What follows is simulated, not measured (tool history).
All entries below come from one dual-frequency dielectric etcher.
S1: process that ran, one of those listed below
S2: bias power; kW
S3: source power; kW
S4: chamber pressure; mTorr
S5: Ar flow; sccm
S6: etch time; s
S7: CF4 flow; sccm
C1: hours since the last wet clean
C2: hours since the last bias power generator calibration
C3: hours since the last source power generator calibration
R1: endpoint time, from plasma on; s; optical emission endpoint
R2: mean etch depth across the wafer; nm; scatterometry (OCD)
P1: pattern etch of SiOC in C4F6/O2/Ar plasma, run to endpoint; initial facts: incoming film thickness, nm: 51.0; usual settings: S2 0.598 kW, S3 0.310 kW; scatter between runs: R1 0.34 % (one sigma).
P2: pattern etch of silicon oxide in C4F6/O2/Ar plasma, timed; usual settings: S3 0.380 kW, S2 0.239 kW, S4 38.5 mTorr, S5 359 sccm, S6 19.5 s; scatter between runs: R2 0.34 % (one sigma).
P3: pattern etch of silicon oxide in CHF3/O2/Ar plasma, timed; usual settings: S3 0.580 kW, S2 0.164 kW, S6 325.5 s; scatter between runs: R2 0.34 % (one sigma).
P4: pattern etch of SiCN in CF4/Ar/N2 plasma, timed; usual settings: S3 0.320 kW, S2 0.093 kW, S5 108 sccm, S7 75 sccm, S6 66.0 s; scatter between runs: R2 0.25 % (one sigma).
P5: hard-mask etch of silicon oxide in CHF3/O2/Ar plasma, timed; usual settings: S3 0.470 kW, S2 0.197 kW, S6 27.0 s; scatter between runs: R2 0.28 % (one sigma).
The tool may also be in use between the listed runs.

run	day	S1	S2	S3	S4	S5	S6	S7	C1	C2	C3	R1	R2
1	0.425	P1	0.598	0.310					425.6	544.1	969.3	16.909	
2	0.750	P2	0.239	0.530	38.5	359	19.5		433.4	551.9	977.1		71.259
3	1.017	P1	0.598	0.310					439.8	558.3	983.5	16.956	
4	1.375	P3	0.164	0.580			325.5		448.4	566.9	992.1		620.720
5	1.771	P1	0.598	0.410					457.9	576.4	1001.6	15.267	
6	2.046	P1	0.374	0.190					464.5	583.0	1008.2	24.324	
7	2.354	P4	0.093	0.320		108	66.0	100	471.9	590.4	1015.6		47.126
8	2.742	P2	0.331	0.380	38.5	359	19.5		481.2	599.7	1024.9		69.918
9	3.183	P5	0.146	0.470			27.0		491.8	610.3	1035.5		45.739
10	3.475	P2	0.239	0.380	38.5	359	19.5		498.8	617.3	1042.5		62.333
11	3.888	P5	0.197	0.300			27.0		508.7	627.2	1052.4		42.727
12	4.104	P4	0.093	0.440		108	66.0	75	513.9	632.4	1057.6		60.315
13	4.425	P1	0.598	0.180					521.6	640.1	1065.3	20.514	
14	4.638	P4	0.127	0.320		108	66.0	75	526.7	645.2	1070.4		51.296
15	4.996	P5	0.197	0.470			37.0		535.3	653.8	1079.0		69.454
16	5.425	P3	0.164	0.380			325.5		545.6	664.1	1089.3		528.330
17	5.838	P2	0.239	0.380	49.5	359	19.5		555.5	674.0	1099.2		60.939
18	6.217	P4	0.093	0.320		108	66.0	75	564.6	683.1	1108.3		45.674
19	6.654	P2	0.239	0.380	38.5	359	19.5		575.1	693.6	1118.8		62.852
20	7.012	P5	0.197	0.470			27.0		583.7	702.2	1127.4		50.593
21	7.392	P4	0.093	0.320		140	66.0	75	592.8	711.3	1136.5		43.823

Run 22 is up next; what results do you expect?
22	7.708	P4	0.093	0.320		108	66.0	75	600.4	718.9	1144.1		?

{"run 22": {"R2": 45.379}}

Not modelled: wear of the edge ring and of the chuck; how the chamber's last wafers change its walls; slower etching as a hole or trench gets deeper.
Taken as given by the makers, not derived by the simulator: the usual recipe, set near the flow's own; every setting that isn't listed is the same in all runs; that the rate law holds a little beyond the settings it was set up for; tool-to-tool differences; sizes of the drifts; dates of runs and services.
